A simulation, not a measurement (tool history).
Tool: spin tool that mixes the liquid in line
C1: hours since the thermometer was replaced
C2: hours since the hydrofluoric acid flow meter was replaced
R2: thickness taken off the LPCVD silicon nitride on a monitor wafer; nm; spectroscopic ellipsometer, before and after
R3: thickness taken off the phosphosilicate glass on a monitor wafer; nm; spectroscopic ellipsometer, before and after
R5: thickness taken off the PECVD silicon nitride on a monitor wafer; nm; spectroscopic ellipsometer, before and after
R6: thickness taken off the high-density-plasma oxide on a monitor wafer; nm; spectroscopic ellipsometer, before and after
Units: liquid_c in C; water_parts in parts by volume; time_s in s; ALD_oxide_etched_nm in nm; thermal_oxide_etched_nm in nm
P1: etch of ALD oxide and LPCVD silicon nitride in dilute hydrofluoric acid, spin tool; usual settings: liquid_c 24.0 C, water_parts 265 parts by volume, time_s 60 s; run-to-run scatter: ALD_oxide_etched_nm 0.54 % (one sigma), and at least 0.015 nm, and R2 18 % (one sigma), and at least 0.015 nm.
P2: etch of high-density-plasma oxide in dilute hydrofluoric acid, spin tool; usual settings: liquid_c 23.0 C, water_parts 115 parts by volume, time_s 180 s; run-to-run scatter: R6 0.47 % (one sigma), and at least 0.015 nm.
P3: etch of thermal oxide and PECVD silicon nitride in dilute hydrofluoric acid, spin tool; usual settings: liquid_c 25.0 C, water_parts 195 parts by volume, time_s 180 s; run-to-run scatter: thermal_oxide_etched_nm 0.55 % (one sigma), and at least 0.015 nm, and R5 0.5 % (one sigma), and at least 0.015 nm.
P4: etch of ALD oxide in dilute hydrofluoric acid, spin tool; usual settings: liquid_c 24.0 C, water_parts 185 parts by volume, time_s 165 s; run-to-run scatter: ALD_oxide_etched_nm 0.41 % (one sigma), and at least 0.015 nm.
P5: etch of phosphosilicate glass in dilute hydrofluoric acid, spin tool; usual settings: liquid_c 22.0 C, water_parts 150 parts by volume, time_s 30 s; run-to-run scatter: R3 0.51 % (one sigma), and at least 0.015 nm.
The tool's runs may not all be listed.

run 1 day=0.458 | process=P1 liquid_c=24.0 water_parts=265 time_s=60 | C1=175.1 C2=268.1 | ALD_oxide_etched_nm=4.05890 R2=0.068088
run 2 day=0.938 | process=P5 liquid_c=22.0 water_parts=150 time_s=15 | C1=186.6 C2=279.6 | R3=13.083
run 3 day=1.329 | process=P3 liquid_c=25.0 water_parts=195 time_s=320 | C1=196.0 C2=289.0 | thermal_oxide_etched_nm=6.8393 R5=7.3400
run 4 day=1.758 | process=P1 liquid_c=24.0 water_parts=265 time_s=30 | C1=206.3 C2=299.3 | ALD_oxide_etched_nm=2.02560 R2=0.022307
run 5 day=2.179 | process=P2 liquid_c=23.0 water_parts=115 time_s=180 | C1=216.4 C2=309.4 | R6=11.7550
run 6 day=2.712 | process=P3 liquid_c=29.5 water_parts=195 time_s=180 | C1=229.2 C2=322.2 | thermal_oxide_etched_nm=4.6568 R5=5.4857
run 7 day=3.258 | process=P1 liquid_c=24.0 water_parts=150 time_s=20 | C1=242.3 C2=335.3 | ALD_oxide_etched_nm=2.73930 R2=0.053538
run 8 day=3.708 | process=P1 liquid_c=24.0 water_parts=265 time_s=90 | C1=253.1 C2=346.1 | ALD_oxide_etched_nm=6.18230 R2=0.191770
run 9 day=4.154 | process=P1 liquid_c=24.0 water_parts=265 time_s=60 | C1=263.8 C2=356.8 | ALD_oxide_etched_nm=4.04620 R2=0.154060
run 10 day=4.688 | process=P1 liquid_c=28.0 water_parts=120 time_s=60 | C1=276.6 C2=369.6 | ALD_oxide_etched_nm=12.26300 R2=0.414840
run 11 day=5.267 | process=P5 liquid_c=22.0 water_parts=150 time_s=30 | C1=290.5 C2=383.5 | R3=26.113
run 12 day=5.750 | process=P5 liquid_c=22.0 water_parts=150 time_s=30 | C1=302.1 C2=395.1 | R3=26.025
run 13 day=6.242 | process=P3 liquid_c=25.0 water_parts=195 time_s=180 | C1=313.9 C2=406.9 | thermal_oxide_etched_nm=3.9621 R5=4.1190
run 14 day=6.625 | process=P3 liquid_c=25.0 water_parts=300 time_s=180 | C1=323.1 C2=416.1 | thermal_oxide_etched_nm=2.2856 R5=2.6916
run 15 day=7.083 | process=P4 liquid_c=30.0 water_parts=185 time_s=165 | C1=334.1 C2=427.1 | ALD_oxide_etched_nm=11.30600
run 16 day=7.438 | process=P1 liquid_c=24.0 water_parts=70 time_s=60 | C1=342.6 C2=435.6 | ALD_oxide_etched_nm=19.38300 R2=0.514960
run 17 day=7.971 | process=P4 liquid_c=24.0 water_parts=185 time_s=165 | C1=355.4 C2=448.4 | ALD_oxide_etched_nm=9.08710
run 18 day=8.325 | process=P2 liquid_c=23.0 water_parts=115 time_s=340 | C1=363.9 C2=456.9 | R6=22.0140
run 19 day=8.717 | process=P5 liquid_c=29.5 water_parts=150 time_s=30 | C1=373.3 C2=466.3 | R3=34.420
run 20 day=9.212 | process=P2 liquid_c=18.5 water_parts=115 time_s=180 | C1=385.2 C2=478.2 | R6=9.7204
run 21 day=9.758 | process=P2 liquid_c=23.0 water_parts=215 time_s=180 | C1=398.3 C2=491.3 | R6=5.6353
run 22 day=10.125 | process=P1 liquid_c=31.0 water_parts=265 time_s=90 | C1=407.1 C2=500.1 | ALD_oxide_etched_nm=7.75430 R2=0.346040
run 23 day=10.617 | process=P1 liquid_c=29.0 water_parts=265 time_s=60 | C1=418.9 C2=511.9 | ALD_oxide_etched_nm=4.84540 R2=0.213460
run 24 day=11.150 | process=P1 liquid_c=24.0 water_parts=265 time_s=60 | C1=431.7 C2=524.7 | ALD_oxide_etched_nm=4.14250 R2=0.121690
run 25 day=11.438 | process=P1 liquid_c=24.0 water_parts=460 time_s=60 | C1=438.6 C2=531.6 | ALD_oxide_etched_nm=1.95940 R2=0.057165
run 26 day=12.012 | process=P4 liquid_c=24.0 water_parts=185 time_s=15 | C1=452.4 C2=545.4 | ALD_oxide_etched_nm=0.84278
run 27 day=12.283 | process=P1 liquid_c=24.0 water_parts=265 time_s=60 | C1=458.9 C2=551.9 | ALD_oxide_etched_nm=4.07220 R2=0.198220
run 28 day=12.683 | process=P5 liquid_c=22.0 water_parts=275 time_s=30 | C1=468.5 C2=561.5 | R3=12.490
run 29 day=13.104 | process=P1 liquid_c=24.0 water_parts=265 time_s=60 | C1=478.6 C2=571.6 | ALD_oxide_etched_nm=4.12000 R2=0.132160
run 30 day=13.525 | process=P4 liquid_c=24.0 water_parts=255 time_s=165 | C1=488.7 C2=581.7 | ALD_oxide_etched_nm=6.15030
run 31 day=13.962 | process=P2 liquid_c=23.0 water_parts=115 time_s=180 | C1=499.2 C2=592.2 | R6=11.7070
run 32 day=14.267 | process=P4 liquid_c=24.0 water_parts=185 time_s=165 | C1=506.5 C2=599.5 | ALD_oxide_etched_nm=9.09590
run 33 day=14.767 | process=P1 liquid_c=17.0 water_parts=265 time_s=60 | C1=518.5 C2=611.5 | ALD_oxide_etched_nm=3.18390 R2=0.085406
run 34 day=15.100 | process=P1 liquid_c=24.0 water_parts=265 time_s=60 | C1=526.5 C2=619.5 | ALD_oxide_etched_nm=4.13070 R2=0.157350
run 35 day=15.629 | process=P1 liquid_c=24.0 water_parts=265 time_s=60 | C1=539.2 C2=632.2 | ALD_oxide_etched_nm=3.91930 R2=0.101080
run 36 day=15.950 | process=P1 liquid_c=24.0 water_parts=265 time_s=60 | C1=546.9 C2=639.9 | ALD_oxide_etched_nm=3.85730 R2=0.129760
run 37 day=16.396 | process=P1 liquid_c=24.0 water_parts=265 time_s=60 | C1=557.6 C2=650.6 | ALD_oxide_etched_nm=3.83750 R2=0.142820
run 38 day=16.733 | process=P1 liquid_c=24.0 water_parts=265 time_s=60 | C1=565.7 C2=658.7 | ALD_oxide_etched_nm=3.78030 R2=0.115930
run 39 day=17.354 | process=P1 liquid_c=24.0 water_parts=265 time_s=60 | C1=580.6 C2=673.6 | ALD_oxide_etched_nm=3.80890 R2=0.121810
run 40 day=17.833 | process=P1 liquid_c=24.0 water_parts=265 time_s=60 | C1=592.1 C2=685.1 | ALD_oxide_etched_nm=3.77840 R2=0.109260
run 41 day=18.183 | process=P1 liquid_c=24.0 water_parts=265 time_s=60 | C1=600.5 C2=693.5 | ALD_oxide_etched_nm=3.76530 R2=0.084072

What P1 gives has crept away from where it was. These 2 causes fit the log equally well, each at the size given:
A: liquid colder than its thermometer reads (K) = 2.39
B: hydrofluoric acid flow below the setpoint (%) = 6.52
The creep began at about day 15.100.

4 check runs are offered, one wafer each, their results left as question marks. Which one tells the causes apart?
run check 1 day=18.533 | process=P5 liquid_c=22.0 water_parts=205 time_s=15 | R3=?
run check 2 day=18.533 | process=P3 liquid_c=28.5 water_parts=295 time_s=180 | thermal_oxide_etched_nm=? R5=?
run check 3 day=18.533 | process=P2 liquid_c=23.0 water_parts=195 time_s=180 | R6=?
run check 4 day=18.533 | process=P4 liquid_c=24.0 water_parts=185 time_s=25 | ALD_oxide_etched_nm=?

What each check would give under each cause:
check=check_1 result=R3 if_A=8.2291 if_B=8.3058
check=check_2 result=thermal_oxide_etched_nm if_A=2.4130 if_B=2.3905
check=check_2 result=R5 if_A=2.9105 if_B=3.1297
check=check_3 result=R6 if_A=5.7709 if_B=5.8236
check=check_4 result=ALD_oxide_etched_nm if_A=1.26050 if_B=1.27180
How far apart the two closest causes lie, in the result that separates them most: check 1 0.93 %; check 2 7.26 %; check 3 0.91 %; check 4 0.9 %
Check 2 tells the causes apart: in the others they would give nearly the same result.

Then check 2 was run and gave: thermal_oxide_etched_nm 2.4272 nm; R5 2.9272 nm. Which cause is it?

It is A: liquid colder than its thermometer reads (K).
